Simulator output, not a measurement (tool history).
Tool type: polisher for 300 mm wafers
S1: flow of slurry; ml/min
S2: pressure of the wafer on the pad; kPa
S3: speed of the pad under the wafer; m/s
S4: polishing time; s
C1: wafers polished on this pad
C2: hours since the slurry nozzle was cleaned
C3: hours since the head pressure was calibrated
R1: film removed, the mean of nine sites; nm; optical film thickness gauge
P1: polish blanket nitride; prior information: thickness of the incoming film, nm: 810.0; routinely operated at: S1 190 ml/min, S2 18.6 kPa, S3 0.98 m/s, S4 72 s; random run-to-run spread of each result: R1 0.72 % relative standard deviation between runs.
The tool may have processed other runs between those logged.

Run 1, hour 13.6: S1 190 ml/min, S2 18.6 kPa, S3 0.98 m/s, S4 72 s; C1 1229; C2 150.5; C3 241.7. Result: R1 110.01 nm.
Run 2, hour 26.4: S1 115 ml/min, S2 18.6 kPa, S3 0.98 m/s, S4 72 s; C1 1344; C2 163.3; C3 254.5. Result: R1 99.853 nm.
At hour 27.8: slurry nozzle cleaned.
Run 3, hour 35.4: S1 190 ml/min, S2 29 kPa, S3 0.98 m/s, S4 72 s; C1 1425; C2 7.6; C3 263.5. Result: R1 168.05 nm.
Run 4, hour 43.5: S1 190 ml/min, S2 18.6 kPa, S3 0.98 m/s, S4 72 s; C1 1498; C2 15.7; C3 271.6. Result: R1 107.72 nm.
Run 5, hour 52.5: S1 190 ml/min, S2 18.6 kPa, S3 0.98 m/s, S4 72 s; C1 1579; C2 24.7; C3 280.6. Result: R1 108.06 nm.
Run 6, hour 65.2: S1 260 ml/min, S2 18.6 kPa, S3 0.74 m/s, S4 72 s; C1 1693; C2 37.4; C3 293.3. Result: R1 90.566 nm.
Run 7, hour 78.3: S1 240 ml/min, S2 18.6 kPa, S3 0.98 m/s, S4 72 s; C1 1811; C2 50.5; C3 306.4. Result: R1 111.9 nm.
Run 8, hour 88.3: S1 190 ml/min, S2 18.6 kPa, S3 0.98 m/s, S4 72 s; C1 1901; C2 60.5; C3 316.4. Result: R1 109.13 nm.
Run 9, hour 99: S1 190 ml/min, S2 9 kPa, S3 0.98 m/s, S4 72 s; C1 1997; C2 71.2; C3 327.1. Result: R1 52.264 nm.
Run 10, hour 108.1: S1 190 ml/min, S2 18.6 kPa, S3 0.44 m/s, S4 72 s; C1 2079; C2 80.3; C3 336.2. Result: R1 57.554 nm.
Run 11, hour 116.4: S1 190 ml/min, S2 18.6 kPa, S3 0.98 m/s, S4 97 s; C1 2153; C2 88.6; C3 344.5. Result: R1 147.71 nm.
Run 12, hour 123.6: S1 190 ml/min, S2 18.6 kPa, S3 0.98 m/s, S4 72 s; C1 2218; C2 95.8; C3 351.7. Result: R1 108.82 nm.
Run 13, hour 133.7: S1 190 ml/min, S2 18.6 kPa, S3 1.48 m/s, S4 72 s; C1 2309; C2 105.9; C3 361.8. Result: R1 151.92 nm.
Run 14, hour 140.3: S1 190 ml/min, S2 18.6 kPa, S3 0.98 m/s, S4 38 s; C1 2368; C2 112.5; C3 368.4. Result: R1 56.86 nm.
Run 15, hour 150.3: S1 190 ml/min, S2 18.6 kPa, S3 0.98 m/s, S4 72 s; C1 2458; C2 122.5; C3 378.4. Result: R1 107.82 nm.
Run 16, hour 157: S1 190 ml/min, S2 18.6 kPa, S3 0.98 m/s, S4 72 s; C1 2518; C2 129.2; C3 385.1. Result: R1 108.29 nm.

Predict the results of run 17:
Run 17, hour 165.5: S1 190 ml/min, S2 18.6 kPa, S3 0.98 m/s, S4 72 s; C1 2594; C2 137.7; C3 393.6. Result: R1 ?.

{"run 17": {"R1": 106.94}}
